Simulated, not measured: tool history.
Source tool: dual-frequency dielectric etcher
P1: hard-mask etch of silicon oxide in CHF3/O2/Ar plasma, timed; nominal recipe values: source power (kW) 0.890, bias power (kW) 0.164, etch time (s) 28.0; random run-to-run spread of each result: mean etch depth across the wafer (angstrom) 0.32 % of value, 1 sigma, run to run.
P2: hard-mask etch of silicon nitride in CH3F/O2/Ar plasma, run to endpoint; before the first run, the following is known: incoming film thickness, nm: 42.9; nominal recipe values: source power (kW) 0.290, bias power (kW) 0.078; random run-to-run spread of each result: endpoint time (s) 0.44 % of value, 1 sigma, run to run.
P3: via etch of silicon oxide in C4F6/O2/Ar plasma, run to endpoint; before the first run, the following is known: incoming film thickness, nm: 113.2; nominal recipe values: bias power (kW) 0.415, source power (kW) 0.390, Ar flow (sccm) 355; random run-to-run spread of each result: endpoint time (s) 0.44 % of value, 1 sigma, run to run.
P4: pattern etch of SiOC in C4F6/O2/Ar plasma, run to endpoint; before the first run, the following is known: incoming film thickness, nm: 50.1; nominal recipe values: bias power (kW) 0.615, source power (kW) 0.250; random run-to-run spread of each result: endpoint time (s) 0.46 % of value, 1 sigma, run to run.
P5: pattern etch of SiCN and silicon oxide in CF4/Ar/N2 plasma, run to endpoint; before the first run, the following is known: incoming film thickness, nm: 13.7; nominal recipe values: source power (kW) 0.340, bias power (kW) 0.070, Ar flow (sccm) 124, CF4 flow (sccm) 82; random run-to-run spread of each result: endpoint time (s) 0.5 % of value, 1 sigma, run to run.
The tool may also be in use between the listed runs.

run	hour	process that ran	source power (kW)	bias power (kW)	etch time (s)	Ar flow (sccm)	CF4 flow (sccm)	hours since the last wet clean	hours since the last source power generator calibration	hours since the last bias power generator calibration	mean etch depth across the wafer (angstrom)	endpoint time (s)
1	10.0	P1	0.890	0.164	28.0			280.2	993.9	1478.5	626.01	
2	22.3	P5	0.340	0.070		124	60	292.5	1006.2	1490.8		21.386
3	31.1	P4	0.250	0.615				301.3	1015.0	1499.6		18.552
4	43.8	P1	1.180	0.164	34.5			314.0	1027.7	1512.3	865.02	
5	53.4	P1	0.890	0.164	28.0			323.6	1037.3	1521.9	630.86	
6	69.8	P1	0.890	0.164	28.0			340.0	1053.7	1538.3	628.19	
7	86.1	P1	0.890	0.127	28.0			356.3	1070.0	1554.6	581.40	
8	101.8	P2	0.290	0.078				372.0	1085.7	1570.3		66.520
9	115.0	P5	0.340	0.070		94	82	385.2	1098.9	1583.5		19.586
10	132.3	P2	0.180	0.078				402.5	1116.2	1600.8		79.171
11	143.7	P1	0.890	0.164	28.0			413.9	1127.6	1612.2	629.72	
12	153.6	P5	0.340	0.070		124	82	423.8	1137.5	1622.1		20.419
13	165.9	P3	0.390	0.415		484		436.1	1149.8	1634.4		28.050
14	179.9	P1	0.890	0.164	15.5			450.1	1163.8	1648.4	348.41	
15	197.5	P1	0.890	0.222	33.5			467.7	1181.4	1666.0	834.76	
16	209.4	P3	0.390	0.260		355		479.6	1193.3	1677.9		31.986
17	220.5	P3	0.300	0.415		355		490.7	1204.4	1689.0		29.722
18	239.2	P4	0.250	0.387				509.4	1223.1	1707.7		22.161
19	256.2	P1	1.210	0.164	28.0			526.4	1240.1	1724.7	709.70	
20	266.1	P1	0.890	0.164	28.0			536.3	1250.0	1734.6	628.29	
21	284.9	P4	0.250	0.615				555.1	1268.8	1753.4		18.564
22	302.8	P4	0.330	0.615				573.0	1286.7	1771.3		16.889
23	316.6	P1	0.890	0.230	28.0			586.8	1300.5	1785.1	703.86	
24	329.5	P5	0.440	0.070		124	82	599.7	1313.4	1798.0		16.342
25	342.0	P2	0.290	0.097				612.2	1325.9	1810.5		61.054
26	358.7	P1	0.730	0.164	28.0			628.9	1342.6	1827.2	580.96	
27	373.4	P5	0.340	0.045		124	82	643.6	1357.3	1841.9		23.690
28	392.7	P5	0.340	0.070		124	82	662.9	1376.6	1861.2		20.462
29	402.4	P1	0.890	0.164	36.0			672.6	1386.3	1870.9	810.19	
30	419.7	P1	1.080	0.164	36.5			689.9	1403.6	1888.2	890.77	
31	436.0	P3	0.390	0.415		355		706.2	1419.9	1904.5		27.074
32	447.2	P1	0.890	0.164	28.0			717.4	1431.1	1915.7	627.36	
33	459.9	P1	0.890	0.164	28.0			730.1	1443.8	1928.4	625.33	
34	473.1	P1	0.890	0.164	28.0			743.3	1457.0	1941.6	622.73	
35	488.2	P1	0.890	0.164	28.0			758.4	1472.1	1956.7	621.52	
36	503.5	P1	0.890	0.164	28.0			773.7	1487.4	1972.0	619.11	
37	516.5	P1	0.890	0.164	28.0			786.7	1500.4	1985.0	618.92	
# hour 517.5: wet clean of the chamber
38	525.6	P1	0.890	0.164	28.0			8.2	1509.5	1994.1	621.06	
39	535.5	P1	0.890	0.164	28.0			18.1	1519.4	2004.0	621.32	
40	554.1	P1	0.890	0.164	28.0			36.7	1538.0	2022.6	620.40	
41	565.9	P1	0.890	0.164	28.0			48.5	1549.8	2034.4	614.93	
42	574.7	P1	0.890	0.164	28.0			57.3	1558.6	2043.2	621.51	

The log shows P1 creeping away from where it was. Any of the 2 causes listed here, at the size stated for it, fits the log just as well as the others:
A: bias power that arrives under what is set, % = 4.94
B: source power that arrives under what is set, % = 4.07
Creep in the process output first set in at about hour 447.2.
Every other cause this tool's parts could produce, and why it does not fit the log:
chamber walls in a state that lowers the etch rate, %: serviced at hour 517.5, after the change had begun; the process did not return to its earlier output

4 check runs are offered, each on 5 wafers whose results are averaged, their results left as question marks. Which one tells the causes apart?
check 1	583.5	P4	0.320	0.504								?
check 2	583.5	P5	0.340	0.056		124	82					?
check 3	583.5	P3	0.390	0.265		445						?
check 4	583.5	P2	0.210	0.078								?

What each check would give under each cause:
check	result	if A	if B
check 1	endpoint time (s)	18.730	18.658
check 2	endpoint time (s)	22.396	22.853
check 3	endpoint time (s)	33.015	32.975
check 4	endpoint time (s)	76.096	75.872
Per-check spread between the two closest causes, in the result where they differ most: check 1 0.38 %; check 2 2.02 %; check 3 0.12 %; check 4 0.29 %
Of the check runs offered, only check 2 discriminates between the causes; the rest would read about the same regardless of which cause applies.

The results of check 2 are: endpoint time (s) 22.831. Based on these, which of the listed causes is it?

The correct cause is B, namely: source power that arrives under what is set, %.
